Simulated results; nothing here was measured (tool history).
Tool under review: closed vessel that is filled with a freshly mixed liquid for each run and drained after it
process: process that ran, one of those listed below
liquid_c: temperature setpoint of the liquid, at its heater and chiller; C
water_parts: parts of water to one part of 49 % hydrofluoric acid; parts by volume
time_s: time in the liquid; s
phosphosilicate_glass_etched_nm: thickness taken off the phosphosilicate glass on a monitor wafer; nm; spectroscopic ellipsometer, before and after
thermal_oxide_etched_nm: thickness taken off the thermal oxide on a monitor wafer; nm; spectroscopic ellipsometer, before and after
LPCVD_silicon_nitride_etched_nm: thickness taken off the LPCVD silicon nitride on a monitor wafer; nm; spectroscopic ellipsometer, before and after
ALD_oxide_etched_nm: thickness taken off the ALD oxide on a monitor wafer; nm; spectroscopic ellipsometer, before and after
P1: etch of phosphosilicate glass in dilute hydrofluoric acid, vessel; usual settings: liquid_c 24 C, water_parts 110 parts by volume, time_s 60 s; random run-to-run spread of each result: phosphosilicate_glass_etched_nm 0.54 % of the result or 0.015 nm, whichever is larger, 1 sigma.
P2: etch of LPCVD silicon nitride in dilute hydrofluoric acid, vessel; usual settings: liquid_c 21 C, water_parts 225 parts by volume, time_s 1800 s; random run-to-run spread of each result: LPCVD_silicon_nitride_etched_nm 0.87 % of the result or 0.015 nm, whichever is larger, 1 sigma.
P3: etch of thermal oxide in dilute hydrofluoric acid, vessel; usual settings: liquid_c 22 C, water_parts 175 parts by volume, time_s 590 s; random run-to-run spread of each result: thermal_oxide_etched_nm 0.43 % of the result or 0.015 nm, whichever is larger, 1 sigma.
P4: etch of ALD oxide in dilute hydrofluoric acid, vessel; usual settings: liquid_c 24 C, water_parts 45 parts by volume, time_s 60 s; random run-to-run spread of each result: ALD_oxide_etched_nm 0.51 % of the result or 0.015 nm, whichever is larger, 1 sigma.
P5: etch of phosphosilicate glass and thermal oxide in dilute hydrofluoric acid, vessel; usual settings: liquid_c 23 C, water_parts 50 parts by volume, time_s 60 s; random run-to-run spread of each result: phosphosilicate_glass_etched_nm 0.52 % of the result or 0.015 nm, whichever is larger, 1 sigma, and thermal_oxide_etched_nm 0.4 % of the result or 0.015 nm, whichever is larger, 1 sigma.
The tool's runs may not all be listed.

run,day,process,liquid_c,water_parts,time_s,hours since the thermometer was replaced,hours since the hydrofluoric acid flow meter was replaced,phosphosilicate_glass_etched_nm,thermal_oxide_etched_nm,LPCVD_silicon_nitride_etched_nm,ALD_oxide_etched_nm
1,0.121,P1,24,110,60,143.5,641.9,51.373,,,
2,0.288,P5,23,70,60,147.5,645.9,71.302,4.1421,,
3,0.392,P3,22,325,590,150,648.4,,6.1427,,
4,0.521,P1,24,110,60,153.1,651.5,52.14,,,
5,0.617,P1,24,25,60,155.4,653.8,257.45,,,
6,0.758,P1,32,110,60,158.8,657.2,70.201,,,
7,0.85,P1,24,110,110,161,659.4,95.816,,,
8,1.021,P1,24,110,30,165.1,663.5,26.118,,,
9,1.167,P1,24,110,60,168.6,667,52.051,,,
10,1.329,P1,24,70,35,172.5,670.9,50.11,,,
11,1.408,P2,21,225,1800,174.4,672.8,,,2.9558,
12,1.483,P4,24,45,60,176.2,674.6,,,,20.512
13,1.588,P2,17,225,1800,178.7,677.1,,,2.276,
14,1.696,P4,24,65,60,181.3,679.7,,,,13.782
15,1.833,P1,19,110,60,184.6,683,42.597,,,
16,1.971,P4,24,45,100,187.9,686.3,,,,33.917
17,2.117,P2,21,225,3380,191.4,689.8,,,5.5145,
18,2.238,P1,24,110,60,194.3,692.7,52.18,,,
19,2.35,P3,17,175,590,197,695.4,,10.856,,
20,2.504,P4,29.5,45,60,200.7,699.1,,,,25.661
21,2.583,P3,22,175,590,202.6,701,,13.25,,
22,2.671,P3,22,175,885,204.7,703.1,,19.856,,
23,2.842,P5,23,50,60,208.8,707.2,103.13,5.9704,,
24,2.975,P4,24,45,60,212,710.4,,,,20.357
25,3.112,P5,23,50,95,215.3,713.7,162.23,9.4647,,
26,3.196,P1,24,110,60,217.3,715.7,51.398,,,
27,3.362,P5,18.5,50,60,221.3,719.7,84.665,4.9018,,
28,3.529,P2,21,350,1800,225.3,723.7,,,1.9417,
29,3.629,P1,24,110,60,227.7,726.1,52.095,,,
30,3.75,P1,24,55,85,230.6,729,158.97,,,
31,3.829,P1,24,175,60,232.5,730.9,30.088,,,
32,3.975,P1,24,110,60,236,734.4,51.878,,,
33,4.1,P1,24,110,60,239,737.4,50.008,,,
34,4.221,P1,24,110,60,241.9,740.3,49.898,,,
35,4.317,P1,24,110,60,244.2,742.6,49.163,,,

For run 36, what comes out?
36,4.479,P1,24,110,60,248.1,746.5,?,,,

Run 36 measured phosphosilicate_glass_etched_nm 48.926 nm.
